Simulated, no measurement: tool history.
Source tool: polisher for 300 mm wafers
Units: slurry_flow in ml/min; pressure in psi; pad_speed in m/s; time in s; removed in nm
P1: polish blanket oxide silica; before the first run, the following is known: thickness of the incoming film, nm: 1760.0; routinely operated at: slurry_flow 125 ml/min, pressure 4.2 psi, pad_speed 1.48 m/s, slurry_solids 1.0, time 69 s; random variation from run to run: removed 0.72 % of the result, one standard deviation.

run,hour,slurry_flow,pressure,pad_speed,slurry_solids,time,removed
1,3.7,125,4.2,1.48,1.0,69,262.53
2,7.3,125,4.2,1.48,1.0,69,262.55
# hour 10.0: slurry nozzle cleaned
3,10.1,125,4.2,1.48,1.0,47,179.00
4,14.5,125,4.2,0.76,1.0,69,153.53
5,20.3,125,4.2,1.48,1.0,86,323.04
6,23.8,125,6.6,1.48,1.0,69,409.15
7,28.7,125,4.2,1.48,1.3,69,295.29
8,32.2,125,1.9,1.48,1.0,69,118.64
9,37.7,125,4.2,1.48,0.5,69,181.30
# hour 39.2: head pressure recalibrated
10,40.4,75,4.2,1.48,1.0,95,314.71
11,43.9,180,4.2,1.48,1.0,69,279.18
12,47.1,125,4.2,1.48,1.0,69,262.83
13,51.1,125,4.2,1.48,1.0,69,262.77
14,53.9,75,4.2,1.48,1.0,69,230.05
# hour 56.7: slurry blender recalibrated
15,57.7,125,4.2,1.48,1.0,69,262.54
16,60.9,125,4.2,1.48,1.0,69,261.81
17,64.6,125,4.2,2.18,1.0,69,356.29
18,68.2,125,4.2,1.48,1.0,69,260.21
19,71.1,125,4.2,1.48,1.0,69,257.84
20,75.6,125,4.2,1.48,1.0,69,245.44

Expected results for the next run?
21,79.5,125,4.2,1.48,1.0,69,?

{"run 21": {"removed": 243.76}}
